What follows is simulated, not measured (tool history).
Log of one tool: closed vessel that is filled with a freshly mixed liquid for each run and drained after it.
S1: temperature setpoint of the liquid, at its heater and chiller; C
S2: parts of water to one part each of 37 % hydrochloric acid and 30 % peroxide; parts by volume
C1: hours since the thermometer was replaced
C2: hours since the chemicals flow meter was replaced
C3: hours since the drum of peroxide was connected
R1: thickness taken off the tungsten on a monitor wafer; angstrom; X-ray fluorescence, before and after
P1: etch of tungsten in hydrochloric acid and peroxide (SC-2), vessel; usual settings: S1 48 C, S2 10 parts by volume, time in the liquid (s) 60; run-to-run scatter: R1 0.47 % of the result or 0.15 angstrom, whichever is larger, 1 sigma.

{"run": 1, "hour": 3.7, "S1": 48, "S2": 10, "time in the liquid (s)": 60, "C1": 673.6, "C2": 160.4, "C3": 160.7, "R1": 188.87}
{"run": 2, "hour": 7.1, "S1": 63, "S2": 10, "time in the liquid (s)": 60, "C1": 677, "C2": 163.8, "C3": 164.1, "R1": 503.82}
{"run": 3, "hour": 11.8, "S1": 56.5, "S2": 17, "time in the liquid (s)": 60, "C1": 681.7, "C2": 168.5, "C3": 168.8, "R1": 210.96}
{"run": 4, "hour": 16.0, "S1": 48, "S2": 4, "time in the liquid (s)": 95, "C1": 685.9, "C2": 172.7, "C3": 173, "R1": 598.66}
{"run": 5, "hour": 19.0, "S1": 48, "S2": 10, "time in the liquid (s)": 60, "C1": 688.9, "C2": 175.7, "C3": 176, "R1": 189.53}
{"run": 6, "hour": 22.3, "S1": 48, "S2": 4, "time in the liquid (s)": 60, "C1": 692.2, "C2": 179, "C3": 179.3, "R1": 380.55}
{"run": 7, "hour": 25.3, "S1": 48, "S2": 10, "time in the liquid (s)": 60, "C1": 695.2, "C2": 182, "C3": 182.3, "R1": 191.82}
{"run": 8, "hour": 27.6, "S1": 48, "S2": 10, "time in the liquid (s)": 60, "C1": 697.5, "C2": 184.3, "C3": 184.6, "R1": 189.16}
{"run": 9, "hour": 30.4, "S1": 48, "S2": 10, "time in the liquid (s)": 60, "C1": 700.3, "C2": 187.1, "C3": 187.4, "R1": 189.23}
{"run": 10, "hour": 33.9, "S1": 48, "S2": 10, "time in the liquid (s)": 115, "C1": 703.8, "C2": 190.6, "C3": 190.9, "R1": 363.73}
{"run": 11, "hour": 38.1, "S1": 35, "S2": 10, "time in the liquid (s)": 60, "C1": 708, "C2": 194.8, "C3": 195.1, "R1": 76.295}
{"run": 12, "hour": 41.4, "S1": 48, "S2": 10, "time in the liquid (s)": 60, "C1": 711.3, "C2": 198.1, "C3": 198.4, "R1": 190.1}
{"run": 13, "hour": 46.3, "S1": 48, "S2": 18, "time in the liquid (s)": 60, "C1": 716.2, "C2": 203, "C3": 203.3, "R1": 113.72}
{"run": 14, "hour": 48.5, "S1": 48, "S2": 10, "time in the liquid (s)": 60, "C1": 718.4, "C2": 205.2, "C3": 205.5, "R1": 189.74}
{"run": 15, "hour": 52.0, "S1": 35, "S2": 10, "time in the liquid (s)": 90, "C1": 721.9, "C2": 208.7, "C3": 209, "R1": 113.53}
{"run": 16, "hour": 56.0, "S1": 48, "S2": 10, "time in the liquid (s)": 30, "C1": 725.9, "C2": 212.7, "C3": 213, "R1": 95.842}
{"run": 17, "hour": 60.6, "S1": 48, "S2": 10, "time in the liquid (s)": 60, "C1": 730.5, "C2": 217.3, "C3": 217.6, "R1": 191.13}
{"run": 18, "hour": 64.5, "S1": 48, "S2": 10, "time in the liquid (s)": 60, "C1": 734.4, "C2": 221.2, "C3": 221.5, "R1": 183.23}
{"run": 19, "hour": 68.5, "S1": 48, "S2": 10, "time in the liquid (s)": 60, "C1": 738.4, "C2": 225.2, "C3": 225.5, "R1": 181.24}
{"run": 20, "hour": 72.8, "S1": 48, "S2": 10, "time in the liquid (s)": 60, "C1": 742.7, "C2": 229.5, "C3": 229.8, "R1": 178.04}
{"run": 21, "hour": 77.1, "S1": 48, "S2": 10, "time in the liquid (s)": 60, "C1": 747, "C2": 233.8, "C3": 234.1, "R1": 175.11}
{"hour": 77.6, "done": "new drum of peroxide connected"}
{"run": 22, "hour": 80.8, "S1": 48, "S2": 10, "time in the liquid (s)": 60, "C1": 750.7, "C2": 237.5, "C3": 3.3, "R1": 173.69}
{"run": 23, "hour": 85.1, "S1": 48, "S2": 10, "time in the liquid (s)": 60, "C1": 755, "C2": 241.8, "C3": 7.6, "R1": 173.38}
{"run": 24, "hour": 88.6, "S1": 48, "S2": 10, "time in the liquid (s)": 60, "C1": 758.5, "C2": 245.3, "C3": 11.1, "R1": 172.77}
{"run": 25, "hour": 92.2, "S1": 48, "S2": 10, "time in the liquid (s)": 60, "C1": 762.1, "C2": 248.9, "C3": 14.7, "R1": 173.36}
{"run": 26, "hour": 95.0, "S1": 48, "S2": 10, "time in the liquid (s)": 60, "C1": 764.9, "C2": 251.7, "C3": 17.5, "R1": 173.19}

The next listed run, before its measurement:
{"run": 27, "hour": 99.1, "S1": 48, "S2": 10, "time in the liquid (s)": 60, "C1": 769, "C2": 255.8, "C3": 21.6, "R1": "?"}

Run 27 gave R1 171.92 angstrom.
